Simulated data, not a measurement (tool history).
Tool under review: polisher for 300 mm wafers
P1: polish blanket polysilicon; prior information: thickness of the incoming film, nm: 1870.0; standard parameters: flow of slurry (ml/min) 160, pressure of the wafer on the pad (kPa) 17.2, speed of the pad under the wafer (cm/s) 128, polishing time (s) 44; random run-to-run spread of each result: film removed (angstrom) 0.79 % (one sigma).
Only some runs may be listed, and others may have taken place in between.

| run | hour | flow of slurry (ml/min) | pressure of the wafer on the pad (kPa) | speed of the pad under the wafer (cm/s) | polishing time (s) | film removed (angstrom) |
|---|---|---|---|---|---|---|
| 1 | 13.9 | 160 | 17.2 | 128 | 44 | 3847.2 |
| 2 | 25.6 | 200 | 17.2 | 128 | 29 | 2634.3 |
| 3 | 32.2 | 160 | 17.2 | 128 | 44 | 3800.6 |
| 4 | 40.7 | 160 | 17.2 | 128 | 57 | 4942.9 |
| 5 | 48.8 | 160 | 17.2 | 128 | 44 | 3808.3 |
| 6 | 57.9 | 160 | 17.2 | 176 | 44 | 5264 |
| 7 | 67.5 | 160 | 17.2 | 128 | 44 | 3822.6 |
| 8 | 74.5 | 160 | 9 | 128 | 44 | 1996.6 |
| 9 | 87 | 210 | 17.2 | 128 | 44 | 3996.2 |
| 10 | 98.5 | 160 | 17.2 | 128 | 24 | 2074 |
| 11 | 109.4 | 160 | 17.2 | 128 | 44 | 3822.6 |
| 12 | 120.1 | 160 | 17.2 | 128 | 44 | 3817.1 |
| 13 | 132.1 | 160 | 17.2 | 62 | 44 | 1847.4 |
| 14 | 146.3 | 95 | 17.2 | 128 | 44 | 3445.2 |
| 15 | 152.9 | 160 | 24.1 | 128 | 44 | 5323.5 |
| 16 | 162.2 | 160 | 17.2 | 128 | 44 | 3857 |
| 17 | 170 | 160 | 17.2 | 128 | 44 | 3794.4 |
| 18 | 178.4 | 160 | 17.2 | 128 | 44 | 3800.1 |
| 19 | 189.8 | 160 | 17.2 | 128 | 44 | 3671.3 |
| 20 | 197.6 | 160 | 17.2 | 128 | 44 | 3653.4 |
| 21 | 205.6 | 160 | 17.2 | 128 | 44 | 3623.5 |
| 22 | 212.2 | 160 | 17.2 | 128 | 44 | 3600.7 |
|  | 212.5 | head pressure recalibrated |
| 23 | 219.5 | 160 | 17.2 | 128 | 44 | 3612.4 |
| 24 | 234.3 | 160 | 17.2 | 128 | 44 | 3600 |
| 25 | 246.2 | 160 | 17.2 | 128 | 44 | 3523 |
| 26 | 253.9 | 160 | 17.2 | 128 | 44 | 3544 |
| 27 | 261.1 | 160 | 17.2 | 128 | 44 | 3582.4 |

P1 has crept away from where it was. The log is fitted equally well by each of these 2 causes, at the sizes shown:
A: removal rate lost through wear of the pad, % = 7.07
B: slurry flow missing at the pad, % = 31.5
Creep in the process output first set in at about hour 162.2.
Excluded causes, each with its reason:
head's pressure below its setpoint, %: its service at hour 212.5 followed the start of the drift and did not put the process back to its old value

4 check runs are offered, each on 5 wafers whose results are averaged, their results left as question marks. Which one tells the causes apart?
| check 1 | 268.3 | 160 | 17.2 | 174 | 44 | ? |
| check 2 | 268.3 | 160 | 17.2 | 74 | 44 | ? |
| check 3 | 268.3 | 115 | 17.2 | 128 | 54 | ? |
| check 4 | 268.3 | 160 | 17.2 | 128 | 56 | ? |

How each check would come out, cause by cause:
| check | result | if A | if B |
|---|---|---|---|
| check 1 | film removed (angstrom) | 4836.3 | 4835.9 |
| check 2 | film removed (angstrom) | 2056.8 | 2056.6 |
| check 3 | film removed (angstrom) | 4101.3 | 3998.7 |
| check 4 | film removed (angstrom) | 4528.1 | 4527.6 |
Minimum pairwise separation of causes per check, each pair taken at its best-separating result: check 1 0.01 %; check 2 0.01 %; check 3 2.53 %; check 4 0.01 %
Check 3 tells the causes apart: in the others they would give nearly the same result.

With check 3 done, the readings were: film removed (angstrom) 3995.8. Identify which of the listed causes applies.

It was cause B: slurry flow missing at the pad, %.

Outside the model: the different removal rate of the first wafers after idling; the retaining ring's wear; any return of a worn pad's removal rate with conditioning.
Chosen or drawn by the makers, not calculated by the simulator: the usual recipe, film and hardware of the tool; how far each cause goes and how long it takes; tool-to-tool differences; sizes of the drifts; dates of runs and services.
